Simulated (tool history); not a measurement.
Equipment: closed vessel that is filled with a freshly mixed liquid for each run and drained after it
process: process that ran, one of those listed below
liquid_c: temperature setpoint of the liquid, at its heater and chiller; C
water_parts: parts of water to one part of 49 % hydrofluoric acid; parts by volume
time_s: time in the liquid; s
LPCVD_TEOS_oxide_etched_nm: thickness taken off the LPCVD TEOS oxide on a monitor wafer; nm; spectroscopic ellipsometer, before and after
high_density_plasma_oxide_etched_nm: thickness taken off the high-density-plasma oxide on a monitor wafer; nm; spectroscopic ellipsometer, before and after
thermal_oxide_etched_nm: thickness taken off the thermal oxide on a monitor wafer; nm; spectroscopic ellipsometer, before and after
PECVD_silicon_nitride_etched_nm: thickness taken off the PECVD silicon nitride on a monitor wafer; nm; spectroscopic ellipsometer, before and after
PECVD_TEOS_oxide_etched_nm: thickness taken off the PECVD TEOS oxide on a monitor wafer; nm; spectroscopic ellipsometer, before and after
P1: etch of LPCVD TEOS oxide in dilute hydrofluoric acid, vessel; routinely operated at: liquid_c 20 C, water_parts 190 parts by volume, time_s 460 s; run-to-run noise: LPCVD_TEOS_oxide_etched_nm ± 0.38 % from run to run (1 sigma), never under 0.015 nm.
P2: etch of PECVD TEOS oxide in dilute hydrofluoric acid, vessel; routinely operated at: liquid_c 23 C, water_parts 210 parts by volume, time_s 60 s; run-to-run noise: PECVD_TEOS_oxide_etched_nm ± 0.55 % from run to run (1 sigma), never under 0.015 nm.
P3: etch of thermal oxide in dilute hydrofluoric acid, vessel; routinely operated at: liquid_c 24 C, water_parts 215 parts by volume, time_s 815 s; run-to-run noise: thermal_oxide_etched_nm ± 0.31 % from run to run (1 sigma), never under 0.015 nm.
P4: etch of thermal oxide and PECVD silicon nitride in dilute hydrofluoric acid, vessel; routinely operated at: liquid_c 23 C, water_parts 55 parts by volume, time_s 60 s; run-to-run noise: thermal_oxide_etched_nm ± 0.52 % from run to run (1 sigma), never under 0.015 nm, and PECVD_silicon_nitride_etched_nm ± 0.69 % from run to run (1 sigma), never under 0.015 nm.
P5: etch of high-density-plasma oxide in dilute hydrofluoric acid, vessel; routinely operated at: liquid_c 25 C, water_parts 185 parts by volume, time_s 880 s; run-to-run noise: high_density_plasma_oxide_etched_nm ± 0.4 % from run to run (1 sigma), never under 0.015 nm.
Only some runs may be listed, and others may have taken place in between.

run   hour  process  liquid_c  water_parts  time_s  LPCVD_TEOS_oxide_etched_nm  high_density_plasma_oxide_etched_nm  thermal_oxide_etched_nm  PECVD_silicon_nitride_etched_nm  PECVD_TEOS_oxide_etched_nm
  1    5.8       P1        20          190     460                      55.335
  2   12.8       P1        20           90     680                      191.83
  3   21.5       P5        25          185     880                                                           36.033
  4   28.8       P4        23           20      60                                                                                    15.406                           8.5472
  5   38.4       P3      18.5          215     815                                                                                    13.004
  6   46.7       P1        20          190     100                      12.052
  7   54.2       P1        27          190     460                      71.633
      58.2  -- hydrofluoric acid flow meter replaced
  8   64.6       P2        23          210      60                                                                                                                                                 6.1071
  9     73       P1        20          190     460                      55.448
 10   81.8       P1        17          190     460                      49.089
 11   91.4       P1        20          190     460                      55.174
 12   97.1       P2        23           60      60                                                                                                                                                 25.277
 13  106.8       P5        25          185     440                                                           17.811
 14  114.4       P1        20          190     460                      55.599
 15    124       P1        20          190     460                      55.644
 16  132.8       P1      27.5          190     665                      106.62
 17  141.6       P4        18           55      60                                                                                    4.2514                           2.2265
 18  149.4       P1        20           55     460                      221.34
 19  154.5       P4        23           55      30                                                                                    2.6389                           1.6037
 20  161.5       P3        24          215    1600                                                                                    31.404
 21  168.8       P2        23          210      60                                                                                                                                                 6.1476
 22  178.5       P2      27.5          210      60                                                                                                                                                 7.2022
 23  186.1       P3        24          215     815                                                                                    15.908
 24  191.6       P1        17          190     810                      86.561
 25  198.2       P1        20          190     710                      84.736
 26  206.8       P2        23          210      30                                                                                                                                                 3.0695
 27  215.9       P3        24          215     815                                                                                    15.986
 28  222.1       P5        18          185     880                                                           27.489
 29    227       P3        24           75     815                                                                                    53.808
 30    233       P1        20          295     460                      32.395
 31    241       P4        23           55      60                                                                                    5.3212                           3.2077
 32  248.1       P1        20          190     460                      55.483
 33  254.3       P5        25           70     880                                                           108.72
 34  262.5       P1        20          190     460                      55.161
 35  268.4       P1        20          190     460                      54.287
 36  277.8       P1        20          190     460                       52.74
 37  282.6       P1        20          190     460                      52.368
 38  291.9       P1        20          190     460                      51.869
 39  302.6       P1        20          190     460                       51.05
 40  309.7       P1        20          190     460                      51.092
 41    320       P1        20          190     460                      50.714
 42  329.7       P1        20          190     460                      51.136
 43  334.6       P1        20          190     460                      51.061

Something has made what P1 gives creep away from where it was; the 2 causes below, each at its own stated size, fit the log equally well:
A: hydrofluoric acid flow below the setpoint (%) = 6.59
B: liquid colder than its thermometer reads (K) = 2.08
The drift started at roughly hour 262.5.

Consider the 4 single-wafer check runs listed below, results given as question marks: which one distinguishes between the causes by giving clearly different results for each?
check 1  339.5       P5        25          185     880                                                                ?
check 2  339.5       P3        24          215     815                                                                                         ?
check 3  339.5       P4        23           55      60                                                                                         ?                                ?
check 4  339.5       P2        23          210      60                                                                                                                                                      ?

If the cause were each of the candidates in turn, the checks would give the following:
  check                               result    if A    if B
check 1  high_density_plasma_oxide_etched_nm  33.041  33.206
check 2              thermal_oxide_etched_nm   14.68  14.784
check 3              thermal_oxide_etched_nm  4.9191   4.853
check 3      PECVD_silicon_nitride_etched_nm  2.9864  2.7696
check 4           PECVD_TEOS_oxide_etched_nm  5.6252  5.6553
Per check, the gap between the least separated pair of causes, taken in the result that splits them most: check 1 0.5 %; check 2 0.71 %; check 3 7.54 %; check 4 0.53 %
Check 3 is the one run that separates the causes; every other check would come out nearly the same whichever cause is at work.

Check 3 was carried out, with these results: thermal_oxide_etched_nm 4.8503 nm; PECVD_silicon_nitride_etched_nm 2.7764 nm. Which of the listed causes is responsible?

It is B: liquid colder than its thermometer reads (K).

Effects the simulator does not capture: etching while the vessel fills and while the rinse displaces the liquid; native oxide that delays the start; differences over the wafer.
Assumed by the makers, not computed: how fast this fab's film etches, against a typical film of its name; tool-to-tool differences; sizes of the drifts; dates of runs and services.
